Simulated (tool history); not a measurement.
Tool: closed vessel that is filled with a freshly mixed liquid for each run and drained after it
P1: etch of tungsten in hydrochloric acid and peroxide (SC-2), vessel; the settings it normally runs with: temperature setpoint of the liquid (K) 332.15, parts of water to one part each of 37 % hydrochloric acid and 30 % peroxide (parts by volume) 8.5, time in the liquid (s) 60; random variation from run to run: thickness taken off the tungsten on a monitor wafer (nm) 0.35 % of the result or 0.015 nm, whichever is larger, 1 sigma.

| run | day | temperature setpoint of the liquid (K) | parts of water to one part each of 37 % hydrochloric acid and 30 % peroxide (parts by volume) | time in the liquid (s) | hours since the thermometer was replaced | hours since the chemicals flow meter was replaced | hours since the drum of peroxide was connected | thickness taken off the tungsten on a monitor wafer (nm) |
|---|---|---|---|---|---|---|---|---|
| 1 | 0.375 | 332.15 | 8.5 | 60 | 1094.6 | 440.6 | 755.1 | 32.982 |
| 2 | 0.671 | 332.15 | 8.5 | 115 | 1101.7 | 447.7 | 762.2 | 63.175 |
| 3 | 1.262 | 345.15 | 8.5 | 30 | 1115.9 | 461.9 | 776.4 | 36.295 |
| 4 | 1.700 | 323.65 | 4.0 | 60 | 1126.4 | 472.4 | 786.9 | 33.002 |
| 5 | 2.125 | 332.15 | 13.0 | 60 | 1136.6 | 482.6 | 797.1 | 23.036 |
|  | 2.233 | thermometer replaced |
|  | 2.504 | new drum of peroxide connected |
| 6 | 2.542 | 316.15 | 8.5 | 60 | 7.5 | 492.6 | 0.9 | 11.356 |
| 7 | 3.038 | 332.15 | 8.5 | 60 | 19.4 | 504.5 | 12.8 | 33.032 |
| 8 | 3.412 | 332.15 | 8.5 | 60 | 28.4 | 513.5 | 21.8 | 32.721 |
| 9 | 3.846 | 332.15 | 8.5 | 30 | 38.8 | 523.9 | 32.2 | 16.414 |
| 10 | 4.400 | 340.15 | 8.5 | 30 | 52.1 | 537.2 | 45.5 | 26.919 |
| 11 | 4.675 | 332.15 | 8.5 | 60 | 58.7 | 543.8 | 52.1 | 32.854 |
| 12 | 5.208 | 332.15 | 4.0 | 60 | 71.5 | 556.6 | 64.9 | 57.880 |
| 13 | 5.725 | 344.15 | 8.5 | 60 | 83.9 | 569.0 | 77.3 | 68.274 |
| 14 | 6.342 | 332.15 | 8.5 | 60 | 98.7 | 583.8 | 92.1 | 33.101 |
| 15 | 6.667 | 332.15 | 8.5 | 60 | 106.5 | 591.6 | 99.9 | 33.790 |
| 16 | 7.017 | 332.15 | 8.5 | 60 | 114.9 | 600.0 | 108.3 | 35.036 |
| 17 | 7.471 | 332.15 | 8.5 | 60 | 125.8 | 610.9 | 119.2 | 35.363 |
| 18 | 8.062 | 332.15 | 8.5 | 60 | 140.0 | 625.1 | 133.4 | 35.672 |
| 19 | 8.412 | 332.15 | 8.5 | 60 | 148.4 | 633.5 | 141.8 | 35.697 |
| 20 | 8.850 | 332.15 | 8.5 | 60 | 158.9 | 644.0 | 152.3 | 35.454 |

P1 no longer gives what it gave before; its output has crept away from where it was. The following 2 causes, each at its listed size, fit the log equally well:
A: chemicals flow above the setpoint (%) = 10.8
B: liquid hotter than its thermometer reads (K) = 1.31
Creep in the process output first set in at about day 6.342.
Every other cause this tool's parts could produce, and why it does not fit the log:
peroxide weaker than its label (%): cannot exceed 8; that much would move thickness taken off the tungsten on a monitor wafer (nm) by -7.3 %, which falls short of the creep or goes against it

Which of the check runs below tells the causes apart, meaning the causes would give it clearly different results? Each run uses 2 wafers whose results are averaged, and each result is shown as a question mark.
| check 1 | 9.288 | 320.15 | 8.5 | 60 |  |  |  | ? |
| check 2 | 9.288 | 317.65 | 11.5 | 60 |  |  |  | ? |
| check 3 | 9.288 | 332.15 | 13.0 | 100 |  |  |  | ? |
| check 4 | 9.288 | 316.65 | 4.0 | 60 |  |  |  | ? |

What each check would give under each cause:
| check | result | if A | if B |
|---|---|---|---|
| check 1 | thickness taken off the tungsten on a monitor wafer (nm) | 16.284 | 16.389 |
| check 2 | thickness taken off the tungsten on a monitor wafer (nm) | 10.721 | 10.756 |
| check 3 | thickness taken off the tungsten on a monitor wafer (nm) | 41.934 | 41.687 |
| check 4 | thickness taken off the tungsten on a monitor wafer (nm) | 22.074 | 22.596 |
Separation of the two closest causes in each check, using whichever result separates them best: check 1 0.64 %; check 2 0.33 %; check 3 0.59 %; check 4 2.34 %
Of the check runs offered, only check 4 discriminates between the causes; the rest would read about the same regardless of which cause applies.

Check 4 was carried out, with these results: thickness taken off the tungsten on a monitor wafer (nm) 22.556. Which of the listed causes is responsible?

It was cause B: liquid hotter than its thermometer reads (K).
